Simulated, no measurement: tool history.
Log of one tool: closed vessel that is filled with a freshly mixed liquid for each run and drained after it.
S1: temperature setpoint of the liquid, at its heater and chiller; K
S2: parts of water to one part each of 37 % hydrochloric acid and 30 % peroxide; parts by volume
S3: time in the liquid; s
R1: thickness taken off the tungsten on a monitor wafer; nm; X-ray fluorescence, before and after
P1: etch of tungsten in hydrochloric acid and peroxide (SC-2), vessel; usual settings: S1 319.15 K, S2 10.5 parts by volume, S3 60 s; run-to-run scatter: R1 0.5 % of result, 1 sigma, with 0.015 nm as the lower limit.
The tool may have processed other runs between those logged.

run   hour      S1    S2   S3       R1
  1    7.7  319.15  10.5   60   7.8120
  2   18.6  319.15  17.0   95   8.1171
  3   30.3  319.15  10.5   30   3.8891
  4   43.6  329.65   4.0   60  32.3970
  5   55.1  319.15  18.5   60   4.7937
  6   65.9  319.15  10.5   60   7.7534
  7   76.8  333.15  10.5   30   9.7331
  8   83.5  308.15  10.5   60   3.6099
  9   90.3  319.15  10.5   60   7.7918
 10   98.1  319.15  10.5  105  13.7540
 11  110.3  334.15  10.5   60  20.7990
 12  121.2  319.15  10.5   60   7.7416
 13  127.2  319.15   4.0   60  16.2810
 14  138.2  319.15  10.5   60   7.7672
 15  149.5  319.15  10.5   60   8.0747
 16  160.4  319.15  10.5   60   8.3710
 17  173.3  319.15  10.5   60   8.3767
 18  185.9  319.15  10.5   60   8.4827
 19  192.4  319.15  10.5   60   8.5362
 20  199.6  319.15  10.5   60   8.4820

Compared with where it was, what P1 gives has crept away. Each cause listed below fits the log as well as the rest, at the size given for it:
A: liquid hotter than its thermometer reads (K) = 1.28
B: chemicals flow above the setpoint (%) = 11
The onset of the drift is placed at about hour 138.2.
All other causes, with the reason each is excluded:
peroxide weaker than its label (%): 8 at the very most, moving R1 by -7.4 %, which is either too weak or the wrong sign

The list below offers 4 check runs, each averaging the results of 3 wafers, and shows each result as a question mark. For which of them would the listed causes give clearly different results?
check 1  206.8  308.15   4.5   60   ?
check 2  206.8  319.15  18.5   90   ?
check 3  206.8  319.15  17.0   60   ?
check 4  206.8  332.15  10.5  100   ?

Outcome of each check run for each possible cause:
  check  result     if A     if B
check 1      R1   7.5523   7.3851
check 2      R1   7.7768   7.8277
check 3      R1   5.5939   5.6259
check 4      R1  33.0630  33.2780
Per-check spread between the two closest causes, in the result where they differ most: check 1 2.24 %; check 2 0.65 %; check 3 0.57 %; check 4 0.65 %
Check 1 is the one run that separates the causes; every other check would come out nearly the same whichever cause is at work.

Here is what check 1 returned: R1 7.5284 nm. Which cause is it?

The cause is A: liquid hotter than its thermometer reads (K).
